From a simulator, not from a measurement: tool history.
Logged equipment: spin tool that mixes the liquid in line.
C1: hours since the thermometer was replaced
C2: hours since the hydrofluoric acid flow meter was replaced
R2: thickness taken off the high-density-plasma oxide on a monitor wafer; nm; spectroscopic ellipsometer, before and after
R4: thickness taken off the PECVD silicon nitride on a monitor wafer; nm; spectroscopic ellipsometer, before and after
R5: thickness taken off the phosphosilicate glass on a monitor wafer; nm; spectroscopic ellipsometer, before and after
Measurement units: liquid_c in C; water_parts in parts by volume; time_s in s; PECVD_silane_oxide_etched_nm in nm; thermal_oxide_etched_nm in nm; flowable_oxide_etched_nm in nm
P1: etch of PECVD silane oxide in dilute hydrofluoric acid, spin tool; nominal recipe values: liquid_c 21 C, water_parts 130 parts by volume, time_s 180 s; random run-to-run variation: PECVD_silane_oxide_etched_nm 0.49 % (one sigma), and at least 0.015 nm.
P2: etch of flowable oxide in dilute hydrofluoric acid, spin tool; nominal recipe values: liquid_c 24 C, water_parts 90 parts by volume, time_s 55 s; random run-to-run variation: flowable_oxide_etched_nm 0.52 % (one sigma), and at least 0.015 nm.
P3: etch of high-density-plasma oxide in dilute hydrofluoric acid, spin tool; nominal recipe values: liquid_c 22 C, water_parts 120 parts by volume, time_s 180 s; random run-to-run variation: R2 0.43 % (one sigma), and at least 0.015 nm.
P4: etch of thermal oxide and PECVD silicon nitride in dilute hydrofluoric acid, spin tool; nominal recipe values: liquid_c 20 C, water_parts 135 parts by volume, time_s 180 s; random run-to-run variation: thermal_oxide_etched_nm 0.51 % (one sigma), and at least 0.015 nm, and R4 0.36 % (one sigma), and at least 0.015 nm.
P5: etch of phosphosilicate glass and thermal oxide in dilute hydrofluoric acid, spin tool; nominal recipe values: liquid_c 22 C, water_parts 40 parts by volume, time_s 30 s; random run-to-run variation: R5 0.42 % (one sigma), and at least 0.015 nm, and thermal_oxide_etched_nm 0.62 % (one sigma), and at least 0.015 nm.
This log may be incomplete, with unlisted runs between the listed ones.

Run 1, hour 7.6: process P1, liquid_c 21 C, water_parts 130 parts by volume, time_s 180 s; C1 1574.8; C2 1116. Result: PECVD_silane_oxide_etched_nm 21.196 nm.
Run 2, hour 18.5: process P3, liquid_c 28 C, water_parts 120 parts by volume, time_s 180 s; C1 1585.7; C2 1126.9. Result: R2 8.6351 nm.
Run 3, hour 32.2: process P3, liquid_c 22 C, water_parts 215 parts by volume, time_s 180 s; C1 1599.4; C2 1140.6. Result: R2 3.4549 nm.
Run 4, hour 47.3: process P4, liquid_c 17 C, water_parts 135 parts by volume, time_s 180 s; C1 1614.5; C2 1155.7. Result: thermal_oxide_etched_nm 4.4879 nm, R4 4.7366 nm.
Run 5, hour 54.5: process P1, liquid_c 21 C, water_parts 130 parts by volume, time_s 180 s; C1 1621.7; C2 1162.9. Result: PECVD_silane_oxide_etched_nm 21.092 nm.
Run 6, hour 61.9: process P5, liquid_c 22 C, water_parts 20 parts by volume, time_s 30 s; C1 1629.1; C2 1170.3. Result: thermal_oxide_etched_nm 6.9391 nm, R5 227.16 nm.
Run 7, hour 75.5: process P1, liquid_c 21 C, water_parts 130 parts by volume, time_s 95 s; C1 1642.7; C2 1183.9. Result: PECVD_silane_oxide_etched_nm 11.076 nm.
Run 8, hour 84.2: process P4, liquid_c 20 C, water_parts 135 parts by volume, time_s 180 s; C1 1651.4; C2 1192.6. Result: thermal_oxide_etched_nm 5.1204 nm, R4 5.8368 nm.
Run 9, hour 98.2: process P4, liquid_c 20 C, water_parts 135 parts by volume, time_s 180 s; C1 1665.4; C2 1206.6. Result: thermal_oxide_etched_nm 5.1384 nm, R4 5.7952 nm.
Run 10, hour 106.4: process P1, liquid_c 21 C, water_parts 130 parts by volume, time_s 325 s; C1 1673.6; C2 1214.8. Result: PECVD_silane_oxide_etched_nm 38.135 nm.
Run 11, hour 122.8: process P2, liquid_c 24 C, water_parts 150 parts by volume, time_s 55 s; C1 1690; C2 1231.2. Result: flowable_oxide_etched_nm 16.379 nm.
Run 12, hour 131.2: process P5, liquid_c 29.5 C, water_parts 40 parts by volume, time_s 30 s; C1 1698.4; C2 1239.6. Result: thermal_oxide_etched_nm 4.6325 nm, R5 149.6 nm.
Run 13, hour 140.2: process P1, liquid_c 21 C, water_parts 215 parts by volume, time_s 180 s; C1 1707.4; C2 1248.6. Result: PECVD_silane_oxide_etched_nm 11.655 nm.
Run 14, hour 150.8: process P1, liquid_c 21 C, water_parts 130 parts by volume, time_s 180 s; C1 1718; C2 1259.2. Result: PECVD_silane_oxide_etched_nm 21.185 nm.
Run 15, hour 165: process P4, liquid_c 20 C, water_parts 135 parts by volume, time_s 340 s; C1 1732.2; C2 1273.4. Result: thermal_oxide_etched_nm 9.5358 nm, R4 10.868 nm.
Run 16, hour 178.1: process P1, liquid_c 21 C, water_parts 130 parts by volume, time_s 180 s; C1 1745.3; C2 1286.5. Result: PECVD_silane_oxide_etched_nm 20.953 nm.
Run 17, hour 189.6: process P5, liquid_c 22 C, water_parts 40 parts by volume, time_s 15 s; C1 1756.8; C2 1298. Result: thermal_oxide_etched_nm 1.65 nm, R5 55.068 nm.
Run 18, hour 198.8: process P2, liquid_c 24 C, water_parts 90 parts by volume, time_s 115 s; C1 1766; C2 1307.2. Result: flowable_oxide_etched_nm 61.067 nm.
Run 19, hour 212.7: process P1, liquid_c 21 C, water_parts 130 parts by volume, time_s 180 s; C1 1779.9; C2 1321.1. Result: PECVD_silane_oxide_etched_nm 21.212 nm.
Run 20, hour 228.8: process P1, liquid_c 28.5 C, water_parts 130 parts by volume, time_s 180 s; C1 1796; C2 1337.2. Result: PECVD_silane_oxide_etched_nm 28.442 nm.
Run 21, hour 237.6: process P1, liquid_c 21 C, water_parts 25 parts by volume, time_s 180 s; C1 1804.8; C2 1346. Result: PECVD_silane_oxide_etched_nm 125.02 nm.
Run 22, hour 246.2: process P3, liquid_c 22 C, water_parts 120 parts by volume, time_s 180 s; C1 1813.4; C2 1354.6. Result: R2 6.8335 nm.
Run 23, hour 257.9: process P2, liquid_c 31 C, water_parts 90 parts by volume, time_s 55 s; C1 1825.1; C2 1366.3. Result: flowable_oxide_etched_nm 38.062 nm.
Run 24, hour 266.7: process P1, liquid_c 17 C, water_parts 130 parts by volume, time_s 180 s; C1 1833.9; C2 1375.1. Result: PECVD_silane_oxide_etched_nm 18.089 nm.
Run 25, hour 275.5: process P3, liquid_c 22 C, water_parts 120 parts by volume, time_s 70 s; C1 1842.7; C2 1383.9. Result: R2 2.673 nm.
Run 26, hour 284.1: process P5, liquid_c 22 C, water_parts 40 parts by volume, time_s 30 s; C1 1851.3; C2 1392.5. Result: thermal_oxide_etched_nm 3.3481 nm, R5 110.08 nm.
Run 27, hour 294.1: process P1, liquid_c 17 C, water_parts 130 parts by volume, time_s 20 s; C1 1861.3; C2 1402.5. Result: PECVD_silane_oxide_etched_nm 1.9771 nm.
Run 28, hour 309.9: process P2, liquid_c 24 C, water_parts 90 parts by volume, time_s 55 s; C1 1877.1; C2 1418.3. Result: flowable_oxide_etched_nm 29.357 nm.
Run 29, hour 317.5: process P1, liquid_c 21 C, water_parts 130 parts by volume, time_s 180 s; C1 1884.7; C2 1425.9. Result: PECVD_silane_oxide_etched_nm 21.249 nm.
Run 30, hour 332: process P4, liquid_c 20 C, water_parts 30 parts by volume, time_s 180 s; C1 1899.2; C2 1440.4. Result: thermal_oxide_etched_nm 25.685 nm, R4 24.937 nm.
Run 31, hour 347.9: process P1, liquid_c 21 C, water_parts 130 parts by volume, time_s 180 s; C1 1915.1; C2 1456.3. Result: PECVD_silane_oxide_etched_nm 21.084 nm.
Run 32, hour 357.7: process P1, liquid_c 21 C, water_parts 130 parts by volume, time_s 180 s; C1 1924.9; C2 1466.1. Result: PECVD_silane_oxide_etched_nm 21.688 nm.
Run 33, hour 373.4: process P1, liquid_c 21 C, water_parts 130 parts by volume, time_s 180 s; C1 1940.6; C2 1481.8. Result: PECVD_silane_oxide_etched_nm 22.413 nm.
Run 34, hour 383: process P1, liquid_c 21 C, water_parts 130 parts by volume, time_s 180 s; C1 1950.2; C2 1491.4. Result: PECVD_silane_oxide_etched_nm 22.725 nm.
Run 35, hour 391: process P1, liquid_c 21 C, water_parts 130 parts by volume, time_s 180 s; C1 1958.2; C2 1499.4. Result: PECVD_silane_oxide_etched_nm 22.747 nm.
Run 36, hour 401.9: process P1, liquid_c 21 C, water_parts 130 parts by volume, time_s 180 s; C1 1969.1; C2 1510.3. Result: PECVD_silane_oxide_etched_nm 22.952 nm.
Run 37, hour 412.8: process P1, liquid_c 21 C, water_parts 130 parts by volume, time_s 180 s; C1 1980; C2 1521.2. Result: PECVD_silane_oxide_etched_nm 23.073 nm.
Run 38, hour 423.2: process P1, liquid_c 21 C, water_parts 130 parts by volume, time_s 180 s; C1 1990.4; C2 1531.6. Result: PECVD_silane_oxide_etched_nm 23.002 nm.
Run 39, hour 433.4: process P1, liquid_c 21 C, water_parts 130 parts by volume, time_s 180 s; C1 2000.6; C2 1541.8. Result: PECVD_silane_oxide_etched_nm 23.11 nm.
Run 40, hour 442.5: process P1, liquid_c 21 C, water_parts 130 parts by volume, time_s 180 s; C1 2009.7; C2 1550.9. Result: PECVD_silane_oxide_etched_nm 23.208 nm.
Run 41, hour 457: process P1, liquid_c 21 C, water_parts 130 parts by volume, time_s 180 s; C1 2024.2; C2 1565.4. Result: PECVD_silane_oxide_etched_nm 23.278 nm.

The output of P1 has drifted from where it used to be. Each of the 2 causes below, taken at the size shown beside it, accounts for the log equally well:
A: liquid hotter than its thermometer reads (K) = 2.34
B: hydrofluoric acid flow above the setpoint (%) = 8.42
Onset of the creep was near hour 347.9.

Question marks stand in for the results of the 4 check runs listed below, each run on one wafer. Under which run would the listed causes show clearly different results?
Run check 1, hour 471.5: process P2, liquid_c 29 C, water_parts 130 parts by volume, time_s 55 s. Result: flowable_oxide_etched_nm ?.
Run check 2, hour 471.5: process P3, liquid_c 25 C, water_parts 180 parts by volume, time_s 180 s. Result: R2 ?.
Run check 3, hour 471.5: process P4, liquid_c 20 C, water_parts 30 parts by volume, time_s 265 s. Result: thermal_oxide_etched_nm ?, R4 ?.
Run check 4, hour 471.5: process P5, liquid_c 28.5 C, water_parts 40 parts by volume, time_s 15 s. Result: thermal_oxide_etched_nm ?, R5 ?.

Outcome of each check run for each possible cause:
  check                    result    if A    if B
check 1  flowable_oxide_etched_nm   25.39  25.618
check 2                        R2  5.2258  5.2841
check 3   thermal_oxide_etched_nm  41.933  41.254
check 3                        R4  43.345  39.814
check 4   thermal_oxide_etched_nm  2.4163  2.3986
check 4                        R5  79.145  78.567
Per check, the gap between the least separated pair of causes, taken in the result that splits them most: check 1 0.89 %; check 2 1.11 %; check 3 8.5 %; check 4 0.73 %
Only in check 3 would the causes give clearly different results; in the remaining checks their results would be nearly the same.

Check 3 has now been run. It gave: thermal_oxide_etched_nm 41.407 nm; R4 39.647 nm. Which of the candidate causes is it?

B is the cause: hydrofluoric acid flow above the setpoint (%).
